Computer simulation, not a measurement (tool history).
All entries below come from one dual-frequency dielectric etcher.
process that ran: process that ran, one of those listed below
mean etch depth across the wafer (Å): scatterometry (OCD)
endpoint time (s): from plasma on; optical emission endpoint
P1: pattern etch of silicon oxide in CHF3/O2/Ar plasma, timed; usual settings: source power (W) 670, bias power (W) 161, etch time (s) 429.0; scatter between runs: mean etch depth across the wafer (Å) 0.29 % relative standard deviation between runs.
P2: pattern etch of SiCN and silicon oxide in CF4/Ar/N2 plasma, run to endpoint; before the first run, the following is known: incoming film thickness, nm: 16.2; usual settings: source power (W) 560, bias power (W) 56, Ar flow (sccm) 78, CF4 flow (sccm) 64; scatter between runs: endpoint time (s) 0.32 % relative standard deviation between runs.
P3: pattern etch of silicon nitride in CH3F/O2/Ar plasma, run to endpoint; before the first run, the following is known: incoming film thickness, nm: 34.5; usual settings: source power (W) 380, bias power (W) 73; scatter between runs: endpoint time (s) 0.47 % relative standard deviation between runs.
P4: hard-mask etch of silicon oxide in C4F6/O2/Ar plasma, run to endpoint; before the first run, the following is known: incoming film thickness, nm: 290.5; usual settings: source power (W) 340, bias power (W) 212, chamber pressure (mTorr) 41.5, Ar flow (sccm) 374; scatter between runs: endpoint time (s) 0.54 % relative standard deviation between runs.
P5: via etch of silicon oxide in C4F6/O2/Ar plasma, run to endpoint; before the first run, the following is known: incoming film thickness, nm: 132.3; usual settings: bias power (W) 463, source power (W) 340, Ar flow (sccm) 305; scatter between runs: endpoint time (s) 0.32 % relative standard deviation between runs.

run,hour,process that ran,source power (W),bias power (W),etch time (s),Ar flow (sccm),chamber pressure (mTorr),CF4 flow (sccm),hours since the last wet clean,hours since the last source power generator calibration,hours since the last bias power generator calibration,mean etch depth across the wafer (Å),endpoint time (s)
1,9.4,P1,670,161,429.0,,,,277.6,2134.4,2085.8,8586.9,
2,19.4,P5,340,619,,305,,,287.6,2144.4,2095.8,,28.070
3,32.2,P1,670,131,429.0,,,,300.4,2157.2,2108.6,7963.2,
4,42.5,P1,670,195,429.0,,,,310.7,2167.5,2118.9,9118.2,
5,54.8,P4,340,212,,374,41.5,,323.0,2179.8,2131.2,,96.538
6,68.1,P1,510,105,429.0,,,,336.3,2193.1,2144.5,6754.9,
7,78.0,P3,380,48,,,,,346.2,2203.0,2154.4,,57.895
8,91.2,P2,560,56,,78,,64,359.4,2216.2,2167.6,,15.985
9,101.1,P2,560,73,,78,,64,369.3,2226.1,2177.5,,14.722
10,113.4,P4,340,140,,374,41.5,,381.6,2238.4,2189.8,,111.080
11,121.7,P4,340,212,,286,41.5,,389.9,2246.7,2198.1,,94.337
12,133.0,P1,670,101,251.5,,,,401.2,2258.0,2209.4,4330.4,
13,141.8,P1,830,115,429.0,,,,410.0,2266.8,2218.2,8379.0,
14,153.2,P2,560,56,,110,,64,421.4,2278.2,2229.6,,16.956
15,165.3,P5,340,463,,248,,,433.5,2290.3,2241.7,,30.615
16,175.5,P1,670,161,429.0,,,,443.7,2300.5,2251.9,8578.3,
17,184.4,P1,670,161,566.0,,,,452.6,2309.4,2260.8,11304.0,
18,196.0,P4,340,212,,374,28.5,,464.2,2321.0,2272.4,,92.829
19,206.6,P2,740,56,,78,,64,474.8,2331.6,2283.0,,12.437
20,213.2,P3,300,73,,,,,481.4,2338.2,2289.6,,55.437
21,221.4,P1,880,161,429.0,,,,489.6,2346.4,2297.8,9477.1,
22,227.5,P3,380,73,,,,,495.7,2352.5,2303.9,,49.932
23,240.3,P5,400,463,,305,,,508.5,2365.3,2316.7,,29.697
24,252.8,P4,440,212,,374,41.5,,521.0,2377.8,2329.2,,88.279
25,266.6,P1,670,161,429.0,,,,534.8,2391.6,2343.0,8554.9,
26,279.5,P5,340,463,,305,,,547.7,2404.5,2355.9,,31.392
27,290.5,P2,560,56,,78,,64,558.7,2415.5,2366.9,,16.092
28,298.9,P1,670,161,429.0,,,,567.1,2423.9,2375.3,8585.6,
29,311.8,P5,340,463,,305,,,580.0,2436.8,2388.2,,31.665
30,318.6,P1,510,161,429.0,,,,586.8,2443.6,2395.0,7698.2,
31,329.7,P2,560,56,,78,,76,597.9,2454.7,2406.1,,15.638
32,336.4,P1,670,161,429.0,,,,604.6,2461.4,2412.8,8559.2,
33,343.3,P1,670,161,261.5,,,,611.5,2468.3,2419.7,5207.3,
34,349.8,P1,670,161,429.0,,,,618.0,2474.8,2426.2,8590.3,
35,359.0,P1,670,161,429.0,,,,627.2,2484.0,2435.4,8581.6,
36,372.5,P1,670,161,429.0,,,,640.7,2497.5,2448.9,8612.5,
37,380.1,P1,670,161,429.0,,,,648.3,2505.1,2456.5,8648.5,
# hour 381.8: wet clean of the chamber
38,387.0,P1,670,161,429.0,,,,5.2,2512.0,2463.4,8659.3,
39,395.6,P1,670,161,429.0,,,,13.8,2520.6,2472.0,8663.3,
40,407.2,P1,670,161,429.0,,,,25.4,2532.2,2483.6,8674.1,
41,418.3,P1,670,161,429.0,,,,36.5,2543.3,2494.7,8627.2,
42,425.4,P1,670,161,429.0,,,,43.6,2550.4,2501.8,8666.5,

P1 has crept away from where it was. The log is fitted equally well by each of these 2 causes, at the sizes shown:
A: source power that arrives over what is set, % = 3.87
B: bias power that arrives over what is set, % = 4.58
The creep began at about hour 349.8.
The rest of the possible causes, and what rules out each one:
chamber walls in a state that raises the etch rate, %: maintenance at hour 381.8, after the shift began, did not return the process to its former output

Which of the check runs below tells the causes apart, meaning the causes would give it clearly different results? Each run uses 2 wafers whose results are averaged, and each result is shown as a question mark.
check 1,432.5,P3,380,73,,,,,,,,,?
check 2,432.5,P4,340,212,,374,41.5,,,,,,?
check 3,432.5,P5,340,463,,305,,,,,,,?
check 4,432.5,P2,560,56,,78,,64,,,,,?

Expected result of each check under each candidate cause:
check,result,if A,if B
check 1,endpoint time (s),49.684,49.626
check 2,endpoint time (s),95.885,95.859
check 3,endpoint time (s),31.026,30.941
check 4,endpoint time (s),15.504,15.821
Per check, the gap between the least separated pair of causes, taken in the result that splits them most: check 1 0.12 %; check 2 0.03 %; check 3 0.27 %; check 4 2.02 %
The other checks would show nearly matching results whichever cause is true, so check 4 is the only one that separates the causes.

Running check 4 produced the following: endpoint time (s) 15.819. Which one of the listed causes fits?

It was cause B: bias power that arrives over what is set, %.
